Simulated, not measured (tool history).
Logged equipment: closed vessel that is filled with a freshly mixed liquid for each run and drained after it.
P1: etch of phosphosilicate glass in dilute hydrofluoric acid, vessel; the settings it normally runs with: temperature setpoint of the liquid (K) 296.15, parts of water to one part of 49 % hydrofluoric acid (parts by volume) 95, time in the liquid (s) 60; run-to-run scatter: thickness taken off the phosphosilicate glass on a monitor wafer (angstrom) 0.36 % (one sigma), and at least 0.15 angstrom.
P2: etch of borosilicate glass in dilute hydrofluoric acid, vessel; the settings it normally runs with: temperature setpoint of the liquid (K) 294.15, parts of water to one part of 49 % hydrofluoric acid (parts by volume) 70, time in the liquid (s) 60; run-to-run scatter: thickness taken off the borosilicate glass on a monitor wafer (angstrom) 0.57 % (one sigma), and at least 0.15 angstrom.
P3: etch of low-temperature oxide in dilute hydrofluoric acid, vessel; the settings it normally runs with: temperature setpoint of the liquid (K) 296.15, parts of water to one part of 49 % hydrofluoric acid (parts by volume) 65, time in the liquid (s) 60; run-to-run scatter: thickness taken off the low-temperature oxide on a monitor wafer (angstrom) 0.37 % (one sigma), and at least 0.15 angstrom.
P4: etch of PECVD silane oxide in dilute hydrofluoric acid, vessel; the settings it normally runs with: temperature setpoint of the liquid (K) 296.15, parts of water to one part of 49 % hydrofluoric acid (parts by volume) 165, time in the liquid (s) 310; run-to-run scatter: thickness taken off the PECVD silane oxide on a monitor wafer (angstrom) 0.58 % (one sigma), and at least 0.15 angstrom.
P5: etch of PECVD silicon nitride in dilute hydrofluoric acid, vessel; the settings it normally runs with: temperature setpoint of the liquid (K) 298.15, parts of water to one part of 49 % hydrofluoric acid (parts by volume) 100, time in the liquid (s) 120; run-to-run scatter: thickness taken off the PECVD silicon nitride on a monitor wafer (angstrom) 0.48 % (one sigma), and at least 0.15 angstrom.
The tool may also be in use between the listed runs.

run,hour,process that ran,temperature setpoint of the liquid (K),parts of water to one part of 49 % hydrofluoric acid (parts by volume),time in the liquid (s),thickness taken off the phosphosilicate glass on a monitor wafer (angstrom),thickness taken off the borosilicate glass on a monitor wafer (angstrom),thickness taken off the PECVD silane oxide on a monitor wafer (angstrom),thickness taken off the low-temperature oxide on a monitor wafer (angstrom),thickness taken off the PECVD silicon nitride on a monitor wafer (angstrom)
1,14.0,P1,296.15,95,60,793.43,,,,
2,25.3,P2,294.15,70,60,,273.10,,,
3,34.2,P4,296.15,165,485,,,760.05,,
4,47.9,P1,290.65,95,60,633.27,,,,
5,55.9,P3,296.15,65,90,,,,251.72,
6,63.8,P5,298.15,60,120,,,,,100.100
7,72.2,P1,296.15,95,60,787.64,,,,
8,81.2,P1,296.15,155,60,451.48,,,,
9,93.5,P5,291.15,100,120,,,,,37.695
10,104.6,P4,296.15,235,310,,,320.88,,
11,115.9,P3,296.15,65,60,,,,167.45,
12,129.1,P2,294.15,70,30,,136.35,,,
13,143.8,P1,296.15,95,60,789.23,,,,
14,152.1,P5,298.15,100,30,,,,,15.033
# hour 156.1: hydrofluoric acid flow meter replaced
15,164.2,P3,296.15,35,60,,,,323.33,
16,171.5,P1,296.15,95,60,788.98,,,,
17,184.0,P4,296.15,165,310,,,483.06,,
18,198.7,P5,298.15,100,120,,,,,60.870
19,210.1,P1,293.15,20,60,3629.60,,,,
20,222.9,P3,301.15,65,60,,,,203.90,
21,234.5,P2,294.15,70,60,,272.98,,,
22,248.6,P1,303.65,95,60,1060.90,,,,
23,256.1,P1,296.15,95,60,789.53,,,,
24,268.5,P1,296.15,95,115,1526.20,,,,
25,284.0,P1,296.15,95,60,792.73,,,,
26,294.9,P3,296.15,65,60,,,,167.61,

Predict the results of run 27:
27,306.7,P1,296.15,20,60,?,,,,

thickness taken off the phosphosilicate glass on a monitor wafer (angstrom): 4119.10
